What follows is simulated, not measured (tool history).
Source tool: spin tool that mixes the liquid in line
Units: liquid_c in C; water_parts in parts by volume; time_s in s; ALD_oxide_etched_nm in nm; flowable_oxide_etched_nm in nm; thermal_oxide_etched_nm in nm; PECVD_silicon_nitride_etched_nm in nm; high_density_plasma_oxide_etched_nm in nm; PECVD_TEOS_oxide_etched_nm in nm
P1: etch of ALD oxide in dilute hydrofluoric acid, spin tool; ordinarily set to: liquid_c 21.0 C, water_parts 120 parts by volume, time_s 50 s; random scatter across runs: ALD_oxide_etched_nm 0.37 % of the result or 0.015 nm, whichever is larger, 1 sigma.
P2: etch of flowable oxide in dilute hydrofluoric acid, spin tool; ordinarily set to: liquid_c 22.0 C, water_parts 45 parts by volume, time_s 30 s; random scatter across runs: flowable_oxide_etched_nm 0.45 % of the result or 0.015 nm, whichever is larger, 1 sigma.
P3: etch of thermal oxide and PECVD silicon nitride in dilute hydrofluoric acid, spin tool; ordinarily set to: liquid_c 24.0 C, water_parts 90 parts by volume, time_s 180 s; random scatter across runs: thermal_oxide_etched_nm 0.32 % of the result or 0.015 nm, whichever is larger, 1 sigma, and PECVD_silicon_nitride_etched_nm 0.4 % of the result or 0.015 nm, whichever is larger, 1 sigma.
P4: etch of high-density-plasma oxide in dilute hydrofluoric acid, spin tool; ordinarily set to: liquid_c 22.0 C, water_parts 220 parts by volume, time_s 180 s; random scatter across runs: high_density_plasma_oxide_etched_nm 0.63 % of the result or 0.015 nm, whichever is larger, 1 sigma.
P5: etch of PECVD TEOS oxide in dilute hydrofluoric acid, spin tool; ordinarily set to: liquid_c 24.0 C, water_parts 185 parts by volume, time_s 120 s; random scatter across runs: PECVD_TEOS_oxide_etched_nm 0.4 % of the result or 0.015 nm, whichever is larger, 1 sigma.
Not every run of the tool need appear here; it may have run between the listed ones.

| run | hour | process | liquid_c | water_parts | time_s | hours since the thermometer was replaced | hours since the hydrofluoric acid flow meter was replaced | ALD_oxide_etched_nm | flowable_oxide_etched_nm | thermal_oxide_etched_nm | PECVD_silicon_nitride_etched_nm | high_density_plasma_oxide_etched_nm | PECVD_TEOS_oxide_etched_nm |
|---|---|---|---|---|---|---|---|---|---|---|---|---|---|
| 1 | 3.1 | P1 | 21.0 | 120 | 50 | 231.6 | 395.9 | 11.5830 |  |  |  |  |  |
| 2 | 5.6 | P1 | 17.0 | 120 | 50 | 234.1 | 398.4 | 9.8785 |  |  |  |  |  |
| 3 | 10.1 | P2 | 22.0 | 45 | 15 | 238.6 | 402.9 |  | 18.501 |  |  |  |  |
| 4 | 12.2 | P1 | 21.0 | 120 | 50 | 240.7 | 405.0 | 11.6970 |  |  |  |  |  |
| 5 | 14.9 | P3 | 24.0 | 90 | 180 | 243.4 | 407.7 |  |  | 9.7836 | 11.136 |  |  |
| 6 | 19.2 | P4 | 22.0 | 220 | 180 | 247.7 | 412.0 |  |  |  |  | 4.0740 |  |
| 7 | 23.9 | P3 | 24.0 | 90 | 320 | 252.4 | 416.7 |  |  | 17.3640 | 19.900 |  |  |
| 8 | 26.3 | P1 | 21.0 | 120 | 50 | 254.8 | 419.1 | 11.6960 |  |  |  |  |  |
| 9 | 30.4 | P1 | 21.0 | 120 | 15 | 258.9 | 423.2 | 3.5105 |  |  |  |  |  |
| 10 | 33.2 | P5 | 24.0 | 285 | 120 | 261.7 | 426.0 |  |  |  |  |  | 6.050 |
| 11 | 36.3 | P1 | 21.0 | 160 | 75 | 264.8 | 429.1 | 12.5110 |  |  |  |  |  |
| 12 | 39.1 | P1 | 21.0 | 220 | 50 | 267.6 | 431.9 | 5.7097 |  |  |  |  |  |
| 13 | 41.3 | P2 | 22.0 | 30 | 30 | 269.8 | 434.1 |  | 56.252 |  |  |  |  |
| 14 | 45.6 | P5 | 31.0 | 185 | 120 | 274.1 | 438.4 |  |  |  |  |  | 13.369 |
| 15 | 50.1 | P3 | 24.0 | 125 | 180 | 278.6 | 442.9 |  |  | 6.7476 | 8.092 |  |  |
| 16 | 53.2 | P5 | 24.0 | 185 | 195 | 281.7 | 446.0 |  |  |  |  |  | 16.751 |
| 17 | 56.0 | P2 | 17.0 | 45 | 30 | 284.5 | 448.8 |  | 29.810 |  |  |  |  |
| 18 | 58.8 | P4 | 22.0 | 220 | 260 | 287.3 | 451.6 |  |  |  |  | 5.8095 |  |
| 19 | 61.7 | P1 | 21.0 | 120 | 50 | 290.2 | 454.5 | 11.6410 |  |  |  |  |  |
| 20 | 64.1 | P1 | 21.0 | 120 | 50 | 292.6 | 456.9 | 11.5980 |  |  |  |  |  |
| 21 | 67.8 | P1 | 21.0 | 65 | 50 | 296.3 | 460.6 | 23.0480 |  |  |  |  |  |
| 22 | 70.2 | P5 | 24.0 | 185 | 120 | 298.7 | 463.0 |  |  |  |  |  | 10.292 |
| 23 | 74.4 | P1 | 21.0 | 120 | 75 | 302.9 | 467.2 | 17.4050 |  |  |  |  |  |
|  | 74.7 | thermometer replaced |
| 24 | 77.5 | P2 | 22.0 | 45 | 30 | 2.9 | 470.3 |  | 36.754 |  |  |  |  |
| 25 | 81.5 | P4 | 22.0 | 100 | 180 | 6.9 | 474.3 |  |  |  |  | 10.1120 |  |
| 26 | 86.1 | P4 | 22.0 | 220 | 180 | 11.5 | 478.9 |  |  |  |  | 4.0631 |  |
| 27 | 90.3 | P2 | 22.0 | 45 | 30 | 15.7 | 483.1 |  | 37.230 |  |  |  |  |

Forecast run 28:
| 28 | 92.9 | P1 | 27.5 | 120 | 50 | 18.3 | 485.7 | ? |  |  |  |  |  |

ALD_oxide_etched_nm: 14.9750 nm
